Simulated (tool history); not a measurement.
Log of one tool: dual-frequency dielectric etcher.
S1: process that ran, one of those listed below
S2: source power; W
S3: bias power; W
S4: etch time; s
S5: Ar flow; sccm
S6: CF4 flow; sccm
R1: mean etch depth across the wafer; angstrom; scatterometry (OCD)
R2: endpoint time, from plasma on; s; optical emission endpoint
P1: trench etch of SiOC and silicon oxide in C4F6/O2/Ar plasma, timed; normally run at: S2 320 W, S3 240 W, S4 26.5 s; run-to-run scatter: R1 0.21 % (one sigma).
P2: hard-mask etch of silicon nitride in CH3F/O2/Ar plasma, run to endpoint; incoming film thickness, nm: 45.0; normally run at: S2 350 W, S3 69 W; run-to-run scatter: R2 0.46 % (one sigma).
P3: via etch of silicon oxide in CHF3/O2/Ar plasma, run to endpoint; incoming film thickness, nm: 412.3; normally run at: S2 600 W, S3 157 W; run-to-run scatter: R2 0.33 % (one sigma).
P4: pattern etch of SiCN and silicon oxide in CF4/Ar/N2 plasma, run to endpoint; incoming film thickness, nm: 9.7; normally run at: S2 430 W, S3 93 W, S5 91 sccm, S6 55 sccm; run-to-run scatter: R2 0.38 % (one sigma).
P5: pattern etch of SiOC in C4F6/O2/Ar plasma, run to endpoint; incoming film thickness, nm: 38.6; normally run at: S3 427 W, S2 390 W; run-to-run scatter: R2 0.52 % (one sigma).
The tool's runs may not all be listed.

run,hour,S1,S2,S3,S4,S5,S6,R1,R2
1,8.4,P1,320,240,26.5,,,531.64,
2,14.2,P1,320,153,26.5,,,459.66,
3,22.2,P1,210,195,26.5,,,422.07,
4,28.0,P1,320,240,38.5,,,771.35,
5,34.7,P1,320,240,18.5,,,371.52,
6,41.5,P3,600,127,,,,,230.960
7,47.2,P3,600,157,,,,,216.750
8,54.2,P1,260,240,26.5,,,493.04,
9,62.8,P2,350,69,,,,,67.924
10,70.7,P3,460,157,,,,,238.020
11,78.5,P5,390,257,,,,,16.808
# hour 80.4: wet clean of the chamber
12,85.1,P4,430,68,,91,55,,11.986
13,93.5,P5,280,427,,,,,15.822
14,99.7,P5,390,427,,,,,13.820
15,108.1,P1,320,240,26.5,,,532.51,
16,113.6,P1,440,240,26.5,,,601.08,
17,122.2,P2,350,50,,,,,75.652
18,133.2,P4,430,93,,91,44,,11.047
19,140.0,P2,420,69,,,,,63.598
20,150.9,P4,280,93,,91,55,,15.576
21,157.8,P1,320,240,26.5,,,531.78,
22,166.7,P4,430,93,,91,55,,10.694
23,171.8,P1,320,240,26.5,,,531.24,
24,179.9,P4,430,93,,72,55,,10.457
25,185.0,P1,320,240,26.5,,,532.87,
26,192.2,P3,600,157,,,,,214.330
27,198.0,P1,320,328,26.5,,,592.06,
28,204.0,P5,390,427,,,,,13.962
29,210.1,P1,320,240,26.5,,,531.73,
30,216.2,P1,320,240,26.5,,,529.34,
31,222.8,P1,320,240,26.5,,,527.09,
32,230.0,P1,320,240,26.5,,,527.82,
33,238.0,P1,320,240,26.5,,,525.84,
34,248.3,P1,320,240,26.5,,,524.65,
35,258.7,P1,320,240,26.5,,,521.25,
36,265.9,P1,320,240,26.5,,,524.19,
# hour 267.7: wet clean of the chamber
37,274.3,P1,320,240,26.5,,,525.12,
38,281.0,P1,320,240,26.5,,,522.55,
39,289.1,P1,320,240,26.5,,,522.78,
40,296.1,P1,320,240,26.5,,,524.15,

What P1 gives has crept away from where it was. These 2 causes fit the log equally well, each at the size given:
A: source power that arrives under what is set, % = 4.28
B: bias power that arrives under what is set, % = 4.79
The creep began at about hour 210.1.
Why every other cause is out:
chamber walls in a state that lowers the etch rate, %: serviced at hour 267.7, which brought nothing back

4 check runs are offered, each on 2 wafers whose results are averaged, their results left as question marks. Which one tells the causes apart?
check 1,303.1,P3,460,134,,,,,?
check 2,303.1,P4,360,93,,91,55,,?
check 3,303.1,P5,310,276,,,,,?
check 4,303.1,P2,410,51,,,,,?

What each check would give under each cause:
check,result,if A,if B
check 1,R2,255.740,255.430
check 2,R2,12.984,12.725
check 3,R2,18.059,18.064
check 4,R2,71.853,71.731
How far apart the two closest causes lie, in the result that separates them most: check 1 0.12 %; check 2 2.02 %; check 3 0.03 %; check 4 0.17 %
Only check 2 tells the causes apart: in the others they would give nearly the same result.

Then check 2 was run and gave: R2 12.972 s. Which cause is it?

It is A: source power that arrives under what is set, %.
